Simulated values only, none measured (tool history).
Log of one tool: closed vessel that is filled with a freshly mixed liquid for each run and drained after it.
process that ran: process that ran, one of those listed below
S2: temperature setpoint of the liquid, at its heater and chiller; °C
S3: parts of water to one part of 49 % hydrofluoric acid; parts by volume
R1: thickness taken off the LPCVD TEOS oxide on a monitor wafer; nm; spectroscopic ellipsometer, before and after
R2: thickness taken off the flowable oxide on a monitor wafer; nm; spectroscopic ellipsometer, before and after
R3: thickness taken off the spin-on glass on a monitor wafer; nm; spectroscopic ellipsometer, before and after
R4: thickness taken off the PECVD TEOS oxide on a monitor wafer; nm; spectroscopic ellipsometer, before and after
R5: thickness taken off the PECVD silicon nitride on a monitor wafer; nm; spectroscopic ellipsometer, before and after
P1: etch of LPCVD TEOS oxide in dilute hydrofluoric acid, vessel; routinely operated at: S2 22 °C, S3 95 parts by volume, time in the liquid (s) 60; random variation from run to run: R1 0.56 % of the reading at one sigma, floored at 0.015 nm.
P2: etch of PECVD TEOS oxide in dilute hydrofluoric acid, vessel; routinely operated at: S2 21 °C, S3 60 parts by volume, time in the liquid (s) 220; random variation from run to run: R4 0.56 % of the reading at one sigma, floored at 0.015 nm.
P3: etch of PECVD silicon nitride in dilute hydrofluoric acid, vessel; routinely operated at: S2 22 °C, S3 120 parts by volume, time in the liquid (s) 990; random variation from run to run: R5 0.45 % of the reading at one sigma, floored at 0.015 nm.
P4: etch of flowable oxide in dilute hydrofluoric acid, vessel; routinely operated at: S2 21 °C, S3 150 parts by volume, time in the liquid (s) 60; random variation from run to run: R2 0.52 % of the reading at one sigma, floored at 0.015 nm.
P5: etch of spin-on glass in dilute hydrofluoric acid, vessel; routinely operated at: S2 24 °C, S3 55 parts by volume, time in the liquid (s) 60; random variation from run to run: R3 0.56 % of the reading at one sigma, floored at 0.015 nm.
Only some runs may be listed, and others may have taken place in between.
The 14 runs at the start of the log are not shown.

{"run": 15, "hour": 189.6, "process that ran": "P4", "S2": 21, "S3": 235, "time in the liquid (s)": 60, "R2": 5.6437}
{"run": 16, "hour": 200.0, "process that ran": "P2", "S2": 17, "S3": 60, "time in the liquid (s)": 220, "R4": 49.716}
{"run": 17, "hour": 214.1, "process that ran": "P2", "S2": 21, "S3": 60, "time in the liquid (s)": 220, "R4": 59.132}
{"run": 18, "hour": 226.4, "process that ran": "P5", "S2": 24, "S3": 55, "time in the liquid (s)": 90, "R3": 87.111}
{"run": 19, "hour": 239.3, "process that ran": "P3", "S2": 22, "S3": 120, "time in the liquid (s)": 1970, "R5": 37.694}
{"run": 20, "hour": 248.3, "process that ran": "P2", "S2": 21, "S3": 90, "time in the liquid (s)": 220, "R4": 38.21}
{"run": 21, "hour": 262.2, "process that ran": "P1", "S2": 22, "S3": 40, "time in the liquid (s)": 60, "R1": 36.931}
{"run": 22, "hour": 273.6, "process that ran": "P4", "S2": 28.5, "S3": 150, "time in the liquid (s)": 60, "R2": 12.807}
{"run": 23, "hour": 288.5, "process that ran": "P1", "S2": 22, "S3": 140, "time in the liquid (s)": 60, "R1": 9.2364}
{"run": 24, "hour": 300.0, "process that ran": "P5", "S2": 24, "S3": 55, "time in the liquid (s)": 60, "R3": 58.42}
{"run": 25, "hour": 310.5, "process that ran": "P1", "S2": 22, "S3": 95, "time in the liquid (s)": 60, "R1": 14.474}
{"run": 26, "hour": 322.2, "process that ran": "P1", "S2": 22, "S3": 95, "time in the liquid (s)": 60, "R1": 14.392}
{"run": 27, "hour": 335.4, "process that ran": "P3", "S2": 22, "S3": 120, "time in the liquid (s)": 990, "R5": 18.844}
{"run": 28, "hour": 345.3, "process that ran": "P1", "S2": 22, "S3": 95, "time in the liquid (s)": 60, "R1": 14.341}
{"hour": 354.0, "done": "hydrofluoric acid flow meter replaced"}
{"run": 29, "hour": 362.4, "process that ran": "P1", "S2": 26.5, "S3": 95, "time in the liquid (s)": 60, "R1": 17.226}
{"run": 30, "hour": 371.8, "process that ran": "P3", "S2": 29, "S3": 120, "time in the liquid (s)": 990, "R5": 29.477}
{"run": 31, "hour": 388.0, "process that ran": "P1", "S2": 22, "S3": 95, "time in the liquid (s)": 30, "R1": 7.1242}
{"run": 32, "hour": 397.2, "process that ran": "P1", "S2": 22, "S3": 95, "time in the liquid (s)": 60, "R1": 14.321}
{"run": 33, "hour": 407.6, "process that ran": "P1", "S2": 22, "S3": 95, "time in the liquid (s)": 60, "R1": 14.603}
{"run": 34, "hour": 420.9, "process that ran": "P1", "S2": 22, "S3": 95, "time in the liquid (s)": 60, "R1": 14.992}
{"run": 35, "hour": 435.0, "process that ran": "P1", "S2": 22, "S3": 95, "time in the liquid (s)": 60, "R1": 15.094}

Predict the results of run 36:
{"run": 36, "hour": 450.0, "process that ran": "P1", "S2": 22, "S3": 95, "time in the liquid (s)": 60, "R1": "?"}

{"run 36": {"R1": 15.44}}
